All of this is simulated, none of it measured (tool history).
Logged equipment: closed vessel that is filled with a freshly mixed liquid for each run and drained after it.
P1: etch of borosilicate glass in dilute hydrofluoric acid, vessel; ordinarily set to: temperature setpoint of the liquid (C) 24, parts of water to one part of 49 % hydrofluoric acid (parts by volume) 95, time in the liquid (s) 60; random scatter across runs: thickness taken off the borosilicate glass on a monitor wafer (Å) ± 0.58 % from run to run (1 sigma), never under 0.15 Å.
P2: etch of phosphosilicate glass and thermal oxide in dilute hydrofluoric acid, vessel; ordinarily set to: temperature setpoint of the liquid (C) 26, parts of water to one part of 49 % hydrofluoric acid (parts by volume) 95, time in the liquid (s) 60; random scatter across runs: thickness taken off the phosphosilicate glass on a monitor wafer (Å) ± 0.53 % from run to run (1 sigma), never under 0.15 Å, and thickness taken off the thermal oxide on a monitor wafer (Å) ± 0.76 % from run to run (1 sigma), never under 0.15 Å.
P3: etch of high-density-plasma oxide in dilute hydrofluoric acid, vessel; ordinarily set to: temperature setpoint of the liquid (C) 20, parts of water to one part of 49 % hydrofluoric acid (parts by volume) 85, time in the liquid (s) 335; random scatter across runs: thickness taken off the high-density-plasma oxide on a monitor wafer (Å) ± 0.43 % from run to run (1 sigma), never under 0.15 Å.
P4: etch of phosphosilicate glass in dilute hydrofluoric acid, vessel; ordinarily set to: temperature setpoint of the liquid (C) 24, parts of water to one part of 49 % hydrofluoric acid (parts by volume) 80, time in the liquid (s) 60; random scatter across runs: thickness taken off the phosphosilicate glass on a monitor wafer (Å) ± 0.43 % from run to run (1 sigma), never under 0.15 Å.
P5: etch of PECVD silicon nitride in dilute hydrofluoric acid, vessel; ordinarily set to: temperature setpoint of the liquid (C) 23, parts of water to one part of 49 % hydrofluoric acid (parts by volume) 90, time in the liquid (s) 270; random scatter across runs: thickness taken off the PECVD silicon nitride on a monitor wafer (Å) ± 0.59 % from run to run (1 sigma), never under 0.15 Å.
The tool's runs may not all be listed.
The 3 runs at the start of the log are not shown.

run,hour,process that ran,temperature setpoint of the liquid (C),parts of water to one part of 49 % hydrofluoric acid (parts by volume),time in the liquid (s),hours since the thermometer was replaced,hours since the hydrofluoric acid flow meter was replaced,thickness taken off the borosilicate glass on a monitor wafer (Å),thickness taken off the phosphosilicate glass on a monitor wafer (Å),thickness taken off the thermal oxide on a monitor wafer (Å),thickness taken off the PECVD silicon nitride on a monitor wafer (Å),thickness taken off the high-density-plasma oxide on a monitor wafer (Å)
4,52.6,P2,26,95,105,849,408.2,,1816.8,54.658,,
5,66.1,P4,24,80,60,862.5,421.7,,749.72,,,
6,79.3,P1,24,95,95,875.7,434.9,354.56,,,,
7,90.6,P5,23,90,525,887,446.2,,,,92.044,
8,99.5,P2,26,180,60,895.9,455.1,,493.26,14.75,,
# hour 105.1: hydrofluoric acid flow meter replaced
9,113.3,P1,17,95,60,909.7,8.3,167.25,,,,
10,125.3,P5,23,135,270,921.7,20.3,,,,32.083,
11,138.5,P5,19,90,270,934.9,33.5,,,,36.167,
12,146,P1,17,95,95,942.4,41,265.71,,,,
13,154.7,P1,24,95,60,951.1,49.7,226.24,,,,
14,169.2,P5,23,90,270,965.6,64.2,,,,48.257,
15,177.8,P3,20,85,80,974.2,72.8,,,,,59.045
16,190.3,P1,24,50,60,986.7,85.3,456.15,,,,
17,203.6,P2,26,95,60,1000,98.6,,1033.8,31.5,,
18,215.2,P4,24,20,60,1011.6,110.2,,3239.5,,,
19,228.4,P1,28,95,60,1024.8,123.4,262.46,,,,
20,243.1,P1,24,95,30,1039.5,138.1,112.35,,,,
21,256,P2,19,95,60,1052.4,151,,783.76,23.715,,
22,266.2,P1,24,95,60,1062.6,161.2,223.98,,,,
23,277.1,P1,24,95,60,1073.5,172.1,224.1,,,,
24,293.8,P3,20,135,335,1090.2,188.8,,,,,146.92
25,303.5,P3,20,85,335,1099.9,198.5,,,,,245.21
26,317.8,P1,24,95,60,1114.2,212.8,223.05,,,,

For run 27, what comes out?
27,327.1,P3,25.5,85,335,1123.5,222.1,,,,,?

{"run 27": {"thickness taken off the high-density-plasma oxide on a monitor wafer (Å)": 306.54}}
